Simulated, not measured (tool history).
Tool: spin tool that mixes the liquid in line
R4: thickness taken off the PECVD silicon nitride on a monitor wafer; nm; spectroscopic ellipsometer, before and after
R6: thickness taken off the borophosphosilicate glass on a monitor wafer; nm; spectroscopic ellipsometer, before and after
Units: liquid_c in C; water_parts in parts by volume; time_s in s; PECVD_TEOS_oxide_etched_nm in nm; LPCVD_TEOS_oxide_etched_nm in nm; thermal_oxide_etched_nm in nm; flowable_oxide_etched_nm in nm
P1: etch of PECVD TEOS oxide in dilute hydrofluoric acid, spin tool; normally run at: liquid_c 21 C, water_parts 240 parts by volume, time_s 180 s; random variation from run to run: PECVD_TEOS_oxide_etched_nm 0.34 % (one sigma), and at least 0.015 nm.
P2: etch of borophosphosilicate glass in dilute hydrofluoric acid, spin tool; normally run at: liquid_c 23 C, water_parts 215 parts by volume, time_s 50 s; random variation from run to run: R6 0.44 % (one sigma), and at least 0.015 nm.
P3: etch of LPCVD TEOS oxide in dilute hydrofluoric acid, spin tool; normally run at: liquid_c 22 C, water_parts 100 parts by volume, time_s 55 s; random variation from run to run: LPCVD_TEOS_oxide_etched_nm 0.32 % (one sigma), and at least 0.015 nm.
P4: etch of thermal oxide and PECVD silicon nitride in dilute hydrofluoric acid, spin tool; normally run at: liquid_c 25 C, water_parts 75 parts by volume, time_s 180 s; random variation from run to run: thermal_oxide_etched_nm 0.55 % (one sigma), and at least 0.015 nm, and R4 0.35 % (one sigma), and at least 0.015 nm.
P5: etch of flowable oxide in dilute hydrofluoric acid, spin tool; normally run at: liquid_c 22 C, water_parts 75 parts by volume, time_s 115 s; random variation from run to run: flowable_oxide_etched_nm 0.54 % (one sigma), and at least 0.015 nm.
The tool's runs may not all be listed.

{"run": 1, "hour": 11.1, "process": "P1", "liquid_c": 21, "water_parts": 240, "time_s": 180, "PECVD_TEOS_oxide_etched_nm": 8.9432}
{"run": 2, "hour": 16.7, "process": "P3", "liquid_c": 22, "water_parts": 180, "time_s": 55, "LPCVD_TEOS_oxide_etched_nm": 14.099}
{"run": 3, "hour": 23.3, "process": "P4", "liquid_c": 25, "water_parts": 20, "time_s": 180, "thermal_oxide_etched_nm": 48.067, "R4": 44.887}
{"run": 4, "hour": 30.2, "process": "P5", "liquid_c": 28.5, "water_parts": 75, "time_s": 115, "flowable_oxide_etched_nm": 65.229}
{"run": 5, "hour": 38.2, "process": "P5", "liquid_c": 22, "water_parts": 120, "time_s": 115, "flowable_oxide_etched_nm": 30.314}
{"run": 6, "hour": 49.8, "process": "P2", "liquid_c": 23, "water_parts": 45, "time_s": 50, "R6": 59.202}
{"run": 7, "hour": 61.0, "process": "P1", "liquid_c": 24.5, "water_parts": 240, "time_s": 180, "PECVD_TEOS_oxide_etched_nm": 10.215}
{"run": 8, "hour": 66.5, "process": "P5", "liquid_c": 22, "water_parts": 75, "time_s": 115, "flowable_oxide_etched_nm": 50.441}
{"run": 9, "hour": 75.3, "process": "P4", "liquid_c": 25, "water_parts": 75, "time_s": 20, "thermal_oxide_etched_nm": 1.3502, "R4": 1.3664}
{"run": 10, "hour": 87.0, "process": "P2", "liquid_c": 23, "water_parts": 215, "time_s": 50, "R6": 10.171}
{"run": 11, "hour": 96.5, "process": "P1", "liquid_c": 17, "water_parts": 150, "time_s": 180, "PECVD_TEOS_oxide_etched_nm": 13.302}
{"run": 12, "hour": 102.8, "process": "P1", "liquid_c": 21, "water_parts": 240, "time_s": 180, "PECVD_TEOS_oxide_etched_nm": 8.986}
{"run": 13, "hour": 110.4, "process": "P1", "liquid_c": 17, "water_parts": 240, "time_s": 180, "PECVD_TEOS_oxide_etched_nm": 7.7107}
{"run": 14, "hour": 116.8, "process": "P4", "liquid_c": 25, "water_parts": 75, "time_s": 180, "thermal_oxide_etched_nm": 11.931, "R4": 12.396}
{"run": 15, "hour": 123.0, "process": "P4", "liquid_c": 31.5, "water_parts": 75, "time_s": 180, "thermal_oxide_etched_nm": 15.407, "R4": 18.986}
{"run": 16, "hour": 134.9, "process": "P2", "liquid_c": 31, "water_parts": 215, "time_s": 50, "R6": 13.563}
{"run": 17, "hour": 145.3, "process": "P5", "liquid_c": 22, "water_parts": 75, "time_s": 185, "flowable_oxide_etched_nm": 81.275}
{"run": 18, "hour": 153.4, "process": "P5", "liquid_c": 22, "water_parts": 75, "time_s": 115, "flowable_oxide_etched_nm": 50.397}
{"run": 19, "hour": 162.5, "process": "P1", "liquid_c": 21, "water_parts": 430, "time_s": 180, "PECVD_TEOS_oxide_etched_nm": 4.1803}
{"run": 20, "hour": 169.6, "process": "P1", "liquid_c": 27.5, "water_parts": 110, "time_s": 180, "PECVD_TEOS_oxide_etched_nm": 28.667}
{"run": 21, "hour": 176.1, "process": "P2", "liquid_c": 23, "water_parts": 215, "time_s": 50, "R6": 10.122}
{"run": 22, "hour": 182.2, "process": "P3", "liquid_c": 22, "water_parts": 100, "time_s": 55, "LPCVD_TEOS_oxide_etched_nm": 27.811}
{"run": 23, "hour": 192.5, "process": "P1", "liquid_c": 21, "water_parts": 240, "time_s": 25, "PECVD_TEOS_oxide_etched_nm": 1.2375}
{"run": 24, "hour": 198.0, "process": "P1", "liquid_c": 21, "water_parts": 240, "time_s": 180, "PECVD_TEOS_oxide_etched_nm": 8.9046}
{"run": 25, "hour": 207.3, "process": "P1", "liquid_c": 21, "water_parts": 240, "time_s": 180, "PECVD_TEOS_oxide_etched_nm": 8.9066}
{"run": 26, "hour": 217.7, "process": "P1", "liquid_c": 17, "water_parts": 160, "time_s": 180, "PECVD_TEOS_oxide_etched_nm": 12.463}
{"run": 27, "hour": 229.2, "process": "P1", "liquid_c": 21, "water_parts": 240, "time_s": 180, "PECVD_TEOS_oxide_etched_nm": 8.9819}
{"run": 28, "hour": 241.9, "process": "P2", "liquid_c": 23, "water_parts": 215, "time_s": 15, "R6": 3.0323}
{"run": 29, "hour": 247.4, "process": "P3", "liquid_c": 22, "water_parts": 100, "time_s": 15, "LPCVD_TEOS_oxide_etched_nm": 7.5501}
{"run": 30, "hour": 259.5, "process": "P1", "liquid_c": 21, "water_parts": 240, "time_s": 180, "PECVD_TEOS_oxide_etched_nm": 8.8986}
{"run": 31, "hour": 269.1, "process": "P3", "liquid_c": 25.5, "water_parts": 100, "time_s": 55, "LPCVD_TEOS_oxide_etched_nm": 31.775}

Forecast run 32:
{"run": 32, "hour": 281.4, "process": "P3", "liquid_c": 22, "water_parts": 100, "time_s": 55, "LPCVD_TEOS_oxide_etched_nm": "?"}

LPCVD_TEOS_oxide_etched_nm: 27.769 nm
